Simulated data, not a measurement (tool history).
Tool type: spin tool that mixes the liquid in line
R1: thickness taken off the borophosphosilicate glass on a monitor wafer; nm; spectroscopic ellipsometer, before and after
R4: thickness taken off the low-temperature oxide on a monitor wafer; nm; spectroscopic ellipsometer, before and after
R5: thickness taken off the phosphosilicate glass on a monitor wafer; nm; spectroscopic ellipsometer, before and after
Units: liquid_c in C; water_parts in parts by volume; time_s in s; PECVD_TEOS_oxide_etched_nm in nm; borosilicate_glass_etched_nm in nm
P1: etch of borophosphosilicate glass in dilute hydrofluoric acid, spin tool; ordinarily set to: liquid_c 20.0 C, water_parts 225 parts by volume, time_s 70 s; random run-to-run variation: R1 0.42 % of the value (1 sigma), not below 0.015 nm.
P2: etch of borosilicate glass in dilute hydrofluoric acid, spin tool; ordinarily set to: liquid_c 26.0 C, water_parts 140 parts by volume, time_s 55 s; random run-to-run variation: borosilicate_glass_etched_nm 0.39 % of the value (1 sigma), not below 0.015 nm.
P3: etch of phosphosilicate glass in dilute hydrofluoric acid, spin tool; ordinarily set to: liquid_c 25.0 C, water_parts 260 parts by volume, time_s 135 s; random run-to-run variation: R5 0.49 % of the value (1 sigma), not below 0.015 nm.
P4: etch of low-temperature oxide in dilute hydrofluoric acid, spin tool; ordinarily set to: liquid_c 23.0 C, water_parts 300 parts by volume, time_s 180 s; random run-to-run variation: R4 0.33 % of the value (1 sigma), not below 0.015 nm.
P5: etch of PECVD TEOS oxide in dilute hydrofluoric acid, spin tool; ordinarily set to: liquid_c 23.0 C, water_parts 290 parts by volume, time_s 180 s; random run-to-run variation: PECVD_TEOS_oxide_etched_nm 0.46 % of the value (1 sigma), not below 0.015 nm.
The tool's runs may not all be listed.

{"run": 1, "hour": 10.0, "process": "P1", "liquid_c": 20.0, "water_parts": 225, "time_s": 70, "R1": 9.7773}
{"run": 2, "hour": 19.7, "process": "P5", "liquid_c": 23.0, "water_parts": 290, "time_s": 180, "PECVD_TEOS_oxide_etched_nm": 6.0085}
{"run": 3, "hour": 34.8, "process": "P1", "liquid_c": 17.0, "water_parts": 225, "time_s": 35, "R1": 4.3639}
{"run": 4, "hour": 44.1, "process": "P1", "liquid_c": 20.0, "water_parts": 225, "time_s": 120, "R1": 16.851}
{"run": 5, "hour": 56.7, "process": "P2", "liquid_c": 33.5, "water_parts": 140, "time_s": 55, "borosilicate_glass_etched_nm": 25.224}
{"run": 6, "hour": 68.8, "process": "P1", "liquid_c": 20.0, "water_parts": 225, "time_s": 70, "R1": 9.7574}
{"run": 7, "hour": 85.2, "process": "P1", "liquid_c": 20.0, "water_parts": 225, "time_s": 70, "R1": 9.825}
{"run": 8, "hour": 94.5, "process": "P1", "liquid_c": 20.0, "water_parts": 225, "time_s": 70, "R1": 9.7547}
{"run": 9, "hour": 111.2, "process": "P5", "liquid_c": 28.0, "water_parts": 290, "time_s": 180, "PECVD_TEOS_oxide_etched_nm": 7.0904}
{"run": 10, "hour": 126.9, "process": "P1", "liquid_c": 24.5, "water_parts": 225, "time_s": 70, "R1": 11.655}
{"run": 11, "hour": 143.6, "process": "P4", "liquid_c": 23.0, "water_parts": 300, "time_s": 320, "R4": 17.175}
{"run": 12, "hour": 152.9, "process": "P1", "liquid_c": 20.0, "water_parts": 225, "time_s": 30, "R1": 4.1929}
{"run": 13, "hour": 162.7, "process": "P1", "liquid_c": 20.0, "water_parts": 225, "time_s": 70, "R1": 9.7568}
{"run": 14, "hour": 176.6, "process": "P5", "liquid_c": 23.0, "water_parts": 290, "time_s": 35, "PECVD_TEOS_oxide_etched_nm": 1.1645}
{"run": 15, "hour": 185.0, "process": "P4", "liquid_c": 23.0, "water_parts": 300, "time_s": 180, "R4": 9.6215}
{"run": 16, "hour": 196.2, "process": "P3", "liquid_c": 32.5, "water_parts": 260, "time_s": 135, "R5": 54.329}
{"run": 17, "hour": 210.0, "process": "P5", "liquid_c": 23.0, "water_parts": 140, "time_s": 180, "PECVD_TEOS_oxide_etched_nm": 14.616}
{"run": 18, "hour": 227.1, "process": "P3", "liquid_c": 25.0, "water_parts": 260, "time_s": 20, "R5": 6.2152}
{"run": 19, "hour": 241.1, "process": "P3", "liquid_c": 25.0, "water_parts": 475, "time_s": 135, "R5": 18.769}
{"run": 20, "hour": 252.9, "process": "P4", "liquid_c": 23.0, "water_parts": 300, "time_s": 180, "R4": 9.6022}
{"run": 21, "hour": 268.7, "process": "P1", "liquid_c": 20.0, "water_parts": 45, "time_s": 70, "R1": 59.636}
{"run": 22, "hour": 279.6, "process": "P1", "liquid_c": 20.0, "water_parts": 320, "time_s": 30, "R1": 2.702}
{"run": 23, "hour": 295.8, "process": "P2", "liquid_c": 26.0, "water_parts": 220, "time_s": 55, "borosilicate_glass_etched_nm": 11.177}
{"run": 24, "hour": 307.1, "process": "P4", "liquid_c": 17.0, "water_parts": 300, "time_s": 180, "R4": 7.7476}
{"run": 25, "hour": 321.2, "process": "P1", "liquid_c": 20.0, "water_parts": 345, "time_s": 70, "R1": 5.7353}
{"run": 26, "hour": 334.7, "process": "P1", "liquid_c": 17.0, "water_parts": 300, "time_s": 70, "R1": 6.1542}
{"run": 27, "hour": 351.9, "process": "P3", "liquid_c": 25.0, "water_parts": 260, "time_s": 135, "R5": 41.873}
{"run": 28, "hour": 360.2, "process": "P5", "liquid_c": 23.0, "water_parts": 290, "time_s": 180, "PECVD_TEOS_oxide_etched_nm": 6.0382}
{"run": 29, "hour": 370.4, "process": "P2", "liquid_c": 26.0, "water_parts": 140, "time_s": 15, "borosilicate_glass_etched_nm": 5.253}
{"run": 30, "hour": 380.2, "process": "P4", "liquid_c": 23.0, "water_parts": 170, "time_s": 180, "R4": 19.399}
{"run": 31, "hour": 390.1, "process": "P2", "liquid_c": 26.0, "water_parts": 140, "time_s": 55, "borosilicate_glass_etched_nm": 19.228}
{"run": 32, "hour": 407.8, "process": "P1", "liquid_c": 17.0, "water_parts": 225, "time_s": 70, "R1": 8.6465}
{"run": 33, "hour": 423.1, "process": "P1", "liquid_c": 20.0, "water_parts": 225, "time_s": 70, "R1": 9.8234}
{"run": 34, "hour": 431.3, "process": "P1", "liquid_c": 20.0, "water_parts": 225, "time_s": 70, "R1": 9.743}
{"run": 35, "hour": 441.3, "process": "P1", "liquid_c": 20.0, "water_parts": 225, "time_s": 70, "R1": 9.8097}
{"run": 36, "hour": 456.2, "process": "P1", "liquid_c": 20.0, "water_parts": 225, "time_s": 70, "R1": 9.4486}
{"run": 37, "hour": 473.9, "process": "P1", "liquid_c": 20.0, "water_parts": 225, "time_s": 70, "R1": 9.2723}
{"run": 38, "hour": 489.2, "process": "P1", "liquid_c": 20.0, "water_parts": 225, "time_s": 70, "R1": 9.1162}
{"run": 39, "hour": 506.6, "process": "P1", "liquid_c": 20.0, "water_parts": 225, "time_s": 70, "R1": 9.1275}
{"run": 40, "hour": 517.0, "process": "P1", "liquid_c": 20.0, "water_parts": 225, "time_s": 70, "R1": 9.0844}
{"run": 41, "hour": 526.5, "process": "P1", "liquid_c": 20.0, "water_parts": 225, "time_s": 70, "R1": 9.0572}
{"run": 42, "hour": 536.6, "process": "P1", "liquid_c": 20.0, "water_parts": 225, "time_s": 70, "R1": 9.0783}
{"run": 43, "hour": 551.8, "process": "P1", "liquid_c": 20.0, "water_parts": 225, "time_s": 70, "R1": 8.9572}
{"run": 44, "hour": 567.9, "process": "P1", "liquid_c": 20.0, "water_parts": 225, "time_s": 70, "R1": 9.103}

Compared with where it was, what P1 gives has crept away. Each cause listed below fits the log as well as the rest, at the size given for it:
A: liquid colder than its thermometer reads (K) = 2.15
B: hydrofluoric acid flow below the setpoint (%) = 6.54
The onset of the drift is placed at about hour 441.3.

Each of the check runs listed below is run on 2 wafers and reports their average, with the results left as question marks. Pick the one under which the possible causes would lead to clearly different results.
{"run": "check 1", "hour": 584.0, "process": "P4", "liquid_c": 18.0, "water_parts": 300, "time_s": 300, "R4": "?"}
{"run": "check 2", "hour": 584.0, "process": "P5", "liquid_c": 26.5, "water_parts": 160, "time_s": 180, "PECVD_TEOS_oxide_etched_nm": "?"}
{"run": "check 3", "hour": 584.0, "process": "P2", "liquid_c": 30.5, "water_parts": 140, "time_s": 15, "borosilicate_glass_etched_nm": "?"}
{"run": "check 4", "hour": 584.0, "process": "P3", "liquid_c": 29.0, "water_parts": 430, "time_s": 135, "R5": "?"}

Expected result of each check under each candidate cause:
check=check_1 result=R4 if_A=12.3320 if_B=12.2840
check=check_2 result=PECVD_TEOS_oxide_etched_nm if_A=13.1000 if_B=13.0930
check=check_3 result=borosilicate_glass_etched_nm if_A=5.7473 if_B=5.7337
check=check_4 result=R5 if_A=22.8340 if_B=22.1530
Per-check spread between the two closest causes, in the result where they differ most: check 1 0.39 %; check 2 0.05 %; check 3 0.24 %; check 4 3.03 %
Check 4 is the one run that separates the causes; every other check would come out nearly the same whichever cause is at work.

Running check 4 produced the following: R5 22.0030 nm. Which one of the listed causes fits?

The cause is B: hydrofluoric acid flow below the setpoint (%).

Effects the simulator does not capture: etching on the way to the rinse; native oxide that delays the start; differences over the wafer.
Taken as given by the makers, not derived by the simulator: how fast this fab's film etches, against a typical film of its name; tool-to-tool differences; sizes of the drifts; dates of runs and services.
